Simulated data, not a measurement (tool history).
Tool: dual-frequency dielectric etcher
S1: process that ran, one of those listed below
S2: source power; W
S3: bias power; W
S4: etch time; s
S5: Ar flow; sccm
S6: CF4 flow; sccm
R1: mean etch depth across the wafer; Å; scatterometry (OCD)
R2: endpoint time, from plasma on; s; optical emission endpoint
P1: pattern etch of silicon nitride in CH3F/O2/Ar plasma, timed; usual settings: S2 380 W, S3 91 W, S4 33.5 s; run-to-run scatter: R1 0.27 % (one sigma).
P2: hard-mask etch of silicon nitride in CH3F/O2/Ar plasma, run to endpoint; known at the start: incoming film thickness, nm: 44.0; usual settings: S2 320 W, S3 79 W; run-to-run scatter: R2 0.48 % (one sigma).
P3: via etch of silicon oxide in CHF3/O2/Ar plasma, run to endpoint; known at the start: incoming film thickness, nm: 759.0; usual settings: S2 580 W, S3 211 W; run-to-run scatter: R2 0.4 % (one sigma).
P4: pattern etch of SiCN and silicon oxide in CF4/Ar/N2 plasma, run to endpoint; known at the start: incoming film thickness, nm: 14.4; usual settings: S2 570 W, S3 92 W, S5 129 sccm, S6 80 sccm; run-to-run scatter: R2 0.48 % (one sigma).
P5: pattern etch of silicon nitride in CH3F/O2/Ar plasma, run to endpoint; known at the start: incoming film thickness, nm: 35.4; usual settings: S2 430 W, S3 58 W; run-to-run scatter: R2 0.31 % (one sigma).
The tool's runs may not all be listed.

run	hour	S1	S2	S3	S4	S5	S6	R1	R2
1	12.4	P1	380	91	33.5			255.39	
2	22.4	P4	570	92		161	80		13.356
3	35.7	P1	260	91	33.5			222.58	
4	44	P2	440	79					60.684
# hour 47.2: wet clean of the chamber
5	52	P1	380	91	33.5			256.04	
6	63.6	P1	380	91	33.5			254.77	
7	78.7	P3	370	211					425.35
8	93	P1	520	70	33.5			262.66	
9	102.9	P1	380	91	33.5			255.33	
10	109.8	P4	750	92		129	80		10.24
11	116.6	P2	320	98					63.227
12	132	P4	570	92		129	113		12.238
13	146.2	P5	430	58					54.637
14	159.3	P5	430	78					49.419
15	172.7	P1	510	91	33.5			284.41	
16	180.8	P1	380	91	33.5			254.25	
17	190.1	P3	580	139					411.95
# hour 198.5: bias power generator calibrated
18	205.3	P2	320	79					68.482
19	216.1	P4	570	119		129	80		11.938
20	227.4	P4	570	92		129	80		12.992
21	235.9	P2	320	79					67.881
22	245	P5	600	58					47.851
23	259	P3	580	211					358.85
24	270.9	P4	570	92		129	80		12.985
25	285.4	P1	380	126	33.5			288.43	
26	295.2	P1	380	70	33.5			232.34	
27	304.6	P1	380	91	47			358.4	
28	312.9	P1	380	91	26			196.74	
29	326	P1	380	91	33.5			255.15	
30	334.6	P1	380	91	33.5			253.37	
31	344.7	P1	380	91	33.5			255.7	
32	358.9	P1	380	91	33.5			258.04	
33	374.2	P1	380	91	33.5			258.41	
34	389.4	P1	380	91	33.5			259.7	
# hour 395.4: wet clean of the chamber
35	398.7	P1	380	91	33.5			257.07	
36	406.3	P1	380	91	33.5			259.03	
37	418.6	P1	380	91	33.5			258.88	
38	433.7	P1	380	91	33.5			257.89	
39	448	P1	380	91	33.5			258.89	

What P1 gives has crept away from where it was. These 2 causes fit the log equally well, each at the size given:
A: source power that arrives over what is set, % = 3.88
B: bias power that arrives over what is set, % = 3.99
The creep began at about hour 334.6.
Why every other cause is out:
chamber walls in a state that raises the etch rate, %: serviced at hour 395.4, which brought nothing back

4 check runs are offered, each on 3 wafers whose results are averaged, their results left as question marks. Which one tells the causes apart?
check 1	462.3	P4	570	92		129	110		?
check 2	462.3	P3	400	211					?
check 3	462.3	P2	410	91					?
check 4	462.3	P5	530	77					?

What each check would give under each cause:
check	result	if A	if B
check 1	R2	12.014	12.26
check 2	R2	407.29	407.44
check 3	R2	58.249	58.256
check 4	R2	45.332	45.382
How far apart the two closest causes lie, in the result that separates them most: check 1 2.02 %; check 2 0.04 %; check 3 0.01 %; check 4 0.11 %
Check 1 tells the causes apart: in the others they would give nearly the same result.

Check 1 was then run and gave: R2 12.043 s. Which cause is it?

It is A: source power that arrives over what is set, %.

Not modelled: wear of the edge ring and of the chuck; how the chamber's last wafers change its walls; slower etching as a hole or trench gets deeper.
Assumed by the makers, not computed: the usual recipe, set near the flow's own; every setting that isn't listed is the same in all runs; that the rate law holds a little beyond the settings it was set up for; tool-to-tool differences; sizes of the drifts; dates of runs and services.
